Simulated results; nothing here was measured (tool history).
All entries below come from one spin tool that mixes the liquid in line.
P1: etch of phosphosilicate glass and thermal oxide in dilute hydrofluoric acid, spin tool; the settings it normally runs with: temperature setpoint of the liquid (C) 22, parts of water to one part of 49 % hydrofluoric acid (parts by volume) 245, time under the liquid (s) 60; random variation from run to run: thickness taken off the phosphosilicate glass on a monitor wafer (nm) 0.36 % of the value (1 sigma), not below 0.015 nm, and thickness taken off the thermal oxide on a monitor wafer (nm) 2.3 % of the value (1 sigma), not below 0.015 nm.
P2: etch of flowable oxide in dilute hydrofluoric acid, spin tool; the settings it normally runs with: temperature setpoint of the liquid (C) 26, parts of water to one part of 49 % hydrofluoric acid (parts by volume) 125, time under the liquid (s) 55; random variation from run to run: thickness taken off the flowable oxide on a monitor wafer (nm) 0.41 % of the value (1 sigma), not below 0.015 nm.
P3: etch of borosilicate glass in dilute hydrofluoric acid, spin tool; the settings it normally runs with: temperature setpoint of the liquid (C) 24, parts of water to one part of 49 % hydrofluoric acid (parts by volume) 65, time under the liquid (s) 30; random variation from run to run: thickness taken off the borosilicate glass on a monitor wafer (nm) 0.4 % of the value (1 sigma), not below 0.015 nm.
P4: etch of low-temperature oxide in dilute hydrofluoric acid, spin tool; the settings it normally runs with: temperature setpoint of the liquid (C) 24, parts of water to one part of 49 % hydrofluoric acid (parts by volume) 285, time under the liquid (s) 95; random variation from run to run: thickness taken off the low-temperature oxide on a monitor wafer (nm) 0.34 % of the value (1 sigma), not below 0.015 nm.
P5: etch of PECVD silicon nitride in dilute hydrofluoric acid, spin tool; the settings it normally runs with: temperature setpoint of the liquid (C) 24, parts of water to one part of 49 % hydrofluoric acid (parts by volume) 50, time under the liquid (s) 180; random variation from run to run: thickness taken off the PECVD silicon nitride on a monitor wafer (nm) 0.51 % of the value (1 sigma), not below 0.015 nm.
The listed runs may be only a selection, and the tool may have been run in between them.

| run | hour | process that ran | temperature setpoint of the liquid (C) | parts of water to one part of 49 % hydrofluoric acid (parts by volume) | time under the liquid (s) | thickness taken off the phosphosilicate glass on a monitor wafer (nm) | thickness taken off the thermal oxide on a monitor wafer (nm) | thickness taken off the flowable oxide on a monitor wafer (nm) | thickness taken off the low-temperature oxide on a monitor wafer (nm) | thickness taken off the borosilicate glass on a monitor wafer (nm) | thickness taken off the PECVD silicon nitride on a monitor wafer (nm) |
|---|---|---|---|---|---|---|---|---|---|---|---|
| 1 | 8.4 | P1 | 22 | 245 | 60 | 31.836 | 0.96012 |  |  |  |  |
| 2 | 19 | P2 | 26 | 125 | 55 |  |  | 19.45 |  |  |  |
| 3 | 31.8 | P1 | 27.5 | 425 | 60 | 18.56 | 0.54283 |  |  |  |  |
| 4 | 44.6 | P4 | 28 | 285 | 95 |  |  |  | 7.9822 |  |  |
| 5 | 56.1 | P3 | 24 | 65 | 30 |  |  |  |  | 22.461 |  |
| 6 | 64.9 | P3 | 24 | 65 | 15 |  |  |  |  | 11.267 |  |
| 7 | 82.7 | P5 | 24 | 50 | 325 |  |  |  |  |  | 16.384 |
| 8 | 93.8 | P1 | 17 | 245 | 60 | 26.237 | 0.74451 |  |  |  |  |
| 9 | 105 | P2 | 26 | 200 | 55 |  |  | 11.076 |  |  |  |
| 10 | 116.3 | P2 | 26 | 125 | 100 |  |  | 35.562 |  |  |  |
| 11 | 126.7 | P1 | 26 | 245 | 60 | 36.911 | 1.0623 |  |  |  |  |
| 12 | 135 | P2 | 26 | 125 | 55 |  |  | 19.505 |  |  |  |
| 13 | 146.6 | P1 | 22 | 245 | 30 | 15.864 | 0.46421 |  |  |  |  |
| 14 | 160.4 | P1 | 22 | 245 | 60 | 31.823 | 0.95977 |  |  |  |  |
| 15 | 176.4 | P1 | 17.5 | 245 | 15 | 6.7084 | 0.1905 |  |  |  |  |
| 16 | 189.9 | P3 | 24 | 65 | 30 |  |  |  |  | 22.517 |  |
| 17 | 202.6 | P1 | 22 | 75 | 60 | 125.32 | 3.7361 |  |  |  |  |
| 18 | 211.5 | P4 | 24 | 440 | 95 |  |  |  | 3.871 |  |  |
| 19 | 221.9 | P1 | 22 | 245 | 60 | 31.997 | 0.96564 |  |  |  |  |
| 20 | 231.7 | P5 | 24 | 90 | 180 |  |  |  |  |  | 5.1329 |
| 21 | 249.7 | P2 | 19 | 125 | 55 |  |  | 14.855 |  |  |  |
| 22 | 261.5 | P5 | 24 | 50 | 180 |  |  |  |  |  | 9.0743 |
| 23 | 270.9 | P4 | 24 | 285 | 95 |  |  |  | 6.9533 |  |  |
| 24 | 284.4 | P1 | 22 | 245 | 60 | 32.122 | 0.90694 |  |  |  |  |
| 25 | 292.7 | P1 | 17 | 360 | 60 | 16.241 | 0.44955 |  |  |  |  |
| 26 | 301.8 | P3 | 24 | 95 | 30 |  |  |  |  | 14.831 |  |
| 27 | 311 | P4 | 24 | 285 | 165 |  |  |  | 12.067 |  |  |
| 28 | 327.5 | P1 | 22 | 245 | 60 | 31.841 | 0.89141 |  |  |  |  |
| 29 | 345.1 | P1 | 22 | 245 | 95 | 50.141 | 1.4555 |  |  |  |  |
| 30 | 354.6 | P3 | 30 | 65 | 30 |  |  |  |  | 28.64 |  |
| 31 | 367.5 | P1 | 22 | 345 | 60 | 20.513 | 0.60041 |  |  |  |  |
| 32 | 376.6 | P5 | 30 | 50 | 180 |  |  |  |  |  | 13.546 |
| 33 | 393.9 | P1 | 22 | 245 | 60 | 31.77 | 0.98264 |  |  |  |  |
| 34 | 411.3 | P1 | 22 | 245 | 60 | 30.867 | 0.90261 |  |  |  |  |
| 35 | 425.9 | P1 | 22 | 245 | 60 | 30.549 | 0.87977 |  |  |  |  |
| 36 | 433.9 | P1 | 22 | 245 | 60 | 30.304 | 0.88565 |  |  |  |  |
| 37 | 445.5 | P1 | 22 | 245 | 60 | 30.335 | 0.87436 |  |  |  |  |
| 38 | 453.3 | P1 | 22 | 245 | 60 | 30.353 | 0.91644 |  |  |  |  |
| 39 | 468.4 | P1 | 22 | 245 | 60 | 30.193 | 0.91302 |  |  |  |  |
| 40 | 476.8 | P1 | 22 | 245 | 60 | 30.109 | 0.89184 |  |  |  |  |

Compared with where it was, what P1 gives has crept away. Each cause listed below fits the log as well as the rest, at the size given for it:
A: liquid colder than its thermometer reads (K) = 1.46
B: hydrofluoric acid flow below the setpoint (%) = 4.26
Creep in the process output first set in at about hour 393.9.

The check runs listed below each take one wafer, and their results are still question marks. Under which run would the listed causes lead to clearly different results?
| check 1 | 485.2 | P2 | 26 | 125 | 95 |  |  | ? |  |  |  |
| check 2 | 485.2 | P5 | 28.5 | 50 | 265 |  |  |  |  |  | ? |
| check 3 | 485.2 | P3 | 29.5 | 65 | 30 |  |  |  |  | ? |  |
| check 4 | 485.2 | P4 | 24 | 425 | 95 |  |  |  | ? |  |  |

How each check would come out, cause by cause:
| check | result | if A | if B |
|---|---|---|---|
| check 1 | thickness taken off the flowable oxide on a monitor wafer (nm) | 31.902 | 32.085 |
| check 2 | thickness taken off the PECVD silicon nitride on a monitor wafer (nm) | 16.422 | 17.314 |
| check 3 | thickness taken off the borosilicate glass on a monitor wafer (nm) | 26.501 | 26.749 |
| check 4 | thickness taken off the low-temperature oxide on a monitor wafer (nm) | 3.9075 | 3.8602 |
Smallest distance between any two causes, each pair judged by its most separating result, in per cent: check 1 0.57 %; check 2 5.29 %; check 3 0.93 %; check 4 1.22 %
Check 2 distinguishes between the causes, while the remaining checks would return nearly the same result for all of them.

Running check 2 produced the following: thickness taken off the PECVD silicon nitride on a monitor wafer (nm) 17.362. Which one of the listed causes fits?

Of the candidate causes, it is B: hydrofluoric acid flow below the setpoint (%).

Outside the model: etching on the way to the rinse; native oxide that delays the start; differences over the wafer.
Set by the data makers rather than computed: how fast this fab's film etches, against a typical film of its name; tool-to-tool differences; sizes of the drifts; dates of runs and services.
